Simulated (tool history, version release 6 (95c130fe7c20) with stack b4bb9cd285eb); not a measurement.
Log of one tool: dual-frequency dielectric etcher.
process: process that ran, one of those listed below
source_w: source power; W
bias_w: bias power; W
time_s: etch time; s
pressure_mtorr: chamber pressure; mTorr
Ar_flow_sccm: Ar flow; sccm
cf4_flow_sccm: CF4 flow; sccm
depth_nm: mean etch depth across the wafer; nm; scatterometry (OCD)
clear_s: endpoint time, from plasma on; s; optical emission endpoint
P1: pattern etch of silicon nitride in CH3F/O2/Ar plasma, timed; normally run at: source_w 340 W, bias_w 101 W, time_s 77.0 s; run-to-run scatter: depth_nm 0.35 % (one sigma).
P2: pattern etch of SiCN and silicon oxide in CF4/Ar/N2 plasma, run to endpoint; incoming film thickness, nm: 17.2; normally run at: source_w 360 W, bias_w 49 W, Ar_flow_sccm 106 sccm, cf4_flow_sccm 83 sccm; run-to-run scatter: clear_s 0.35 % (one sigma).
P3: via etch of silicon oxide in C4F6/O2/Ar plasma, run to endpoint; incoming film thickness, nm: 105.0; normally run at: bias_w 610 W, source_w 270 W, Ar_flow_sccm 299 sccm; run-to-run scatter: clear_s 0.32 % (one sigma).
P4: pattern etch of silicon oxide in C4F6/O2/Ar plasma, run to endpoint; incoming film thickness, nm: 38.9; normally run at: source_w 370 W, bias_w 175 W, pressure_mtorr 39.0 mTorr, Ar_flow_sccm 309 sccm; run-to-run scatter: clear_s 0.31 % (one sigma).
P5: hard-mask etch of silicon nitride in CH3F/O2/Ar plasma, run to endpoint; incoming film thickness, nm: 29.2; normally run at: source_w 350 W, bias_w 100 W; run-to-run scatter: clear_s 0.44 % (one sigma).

run,day,process,source_w,bias_w,time_s,pressure_mtorr,Ar_flow_sccm,cf4_flow_sccm,depth_nm,clear_s
1,0.533,P1,340,101,77.0,,,,58.811,
2,1.054,P4,450,175,,39.0,309,,,12.130
3,1.558,P3,270,485,,,299,,,27.083
4,2.192,P1,280,101,77.0,,,,54.943,
5,2.838,P1,470,101,77.0,,,,66.589,
6,3.425,P3,270,610,,,299,,,24.448
7,3.817,P2,360,49,,,106,65,,28.109
8,4.246,P4,370,175,,39.0,309,,,13.022
# day 4.538: bias power generator calibrated
9,4.583,P1,340,101,49.0,,,,37.598,
10,5.283,P1,340,101,77.0,,,,58.755,
11,5.771,P5,350,100,,,,,,39.377
12,6.408,P2,360,49,,,106,83,,27.194
13,7.079,P1,340,101,77.0,,,,58.886,
14,7.621,P2,360,49,,,106,83,,26.972
15,8.133,P1,340,101,77.0,,,,59.035,
16,8.717,P4,370,175,,39.0,416,,,13.499
17,9.179,P1,430,101,42.5,,,,35.509,
# day 9.446: wet clean of the chamber
18,9.812,P3,340,610,,,299,,,22.739
19,10.467,P1,340,101,77.0,,,,58.872,
20,10.871,P1,340,101,110.5,,,,84.533,
21,11.267,P1,340,134,106.0,,,,90.297,
22,11.746,P2,360,49,,,147,83,,28.643
23,12.125,P5,350,100,,,,,,39.774
24,12.629,P1,340,60,77.0,,,,49.281,
25,13.275,P3,270,610,,,409,,,25.460
26,13.725,P2,360,32,,,106,83,,30.369
27,14.421,P4,370,175,,28.5,309,,,12.596
28,15.017,P1,340,128,77.0,,,,64.535,
29,15.683,P4,370,217,,39.0,309,,,12.135
30,16.038,P5,230,100,,,,,,46.393
31,16.658,P2,270,49,,,106,83,,35.054
32,17.038,P5,350,80,,,,,,42.784
33,17.600,P1,340,101,77.0,,,,58.747,
34,18.250,P1,340,101,77.0,,,,58.356,
35,18.812,P1,340,101,77.0,,,,57.629,
# day 18.867: wet clean of the chamber
36,19.512,P1,340,101,77.0,,,,58.063,
37,20.042,P1,340,101,77.0,,,,58.020,
38,20.396,P1,340,101,77.0,,,,58.112,
39,20.712,P1,340,101,77.0,,,,58.281,

What P1 gives has crept away from where it was. These 2 causes fit the log equally well, each at the size given:
A: source power that arrives under what is set, % = 4.61
B: bias power that arrives under what is set, % = 4.62
The creep began at about day 17.600.
Why every other cause is out:
chamber walls in a state that lowers the etch rate, %: serviced at day 18.867, which brought nothing back

4 check runs are offered, one wafer each, their results left as question marks. Which one tells the causes apart?
check 1,21.029,P3,270,610,,,299,,,?
check 2,21.029,P5,350,100,,,,,,?
check 3,21.029,P4,370,175,,39.0,309,,,?
check 4,21.029,P2,360,49,,,106,83,,?

What each check would give under each cause:
check,result,if A,if B
check 1,clear_s,25.016,25.048
check 2,clear_s,40.115,40.112
check 3,clear_s,13.318,13.272
check 4,clear_s,28.224,27.456
How far apart the two closest causes lie, in the result that separates them most: check 1 0.13 %; check 2 0.01 %; check 3 0.35 %; check 4 2.76 %
Only check 4 tells the causes apart: in the others they would give nearly the same result.

Check 4 was then run and gave: clear_s 27.512 s. Which cause is it?

It is B: bias power that arrives under what is set, %.

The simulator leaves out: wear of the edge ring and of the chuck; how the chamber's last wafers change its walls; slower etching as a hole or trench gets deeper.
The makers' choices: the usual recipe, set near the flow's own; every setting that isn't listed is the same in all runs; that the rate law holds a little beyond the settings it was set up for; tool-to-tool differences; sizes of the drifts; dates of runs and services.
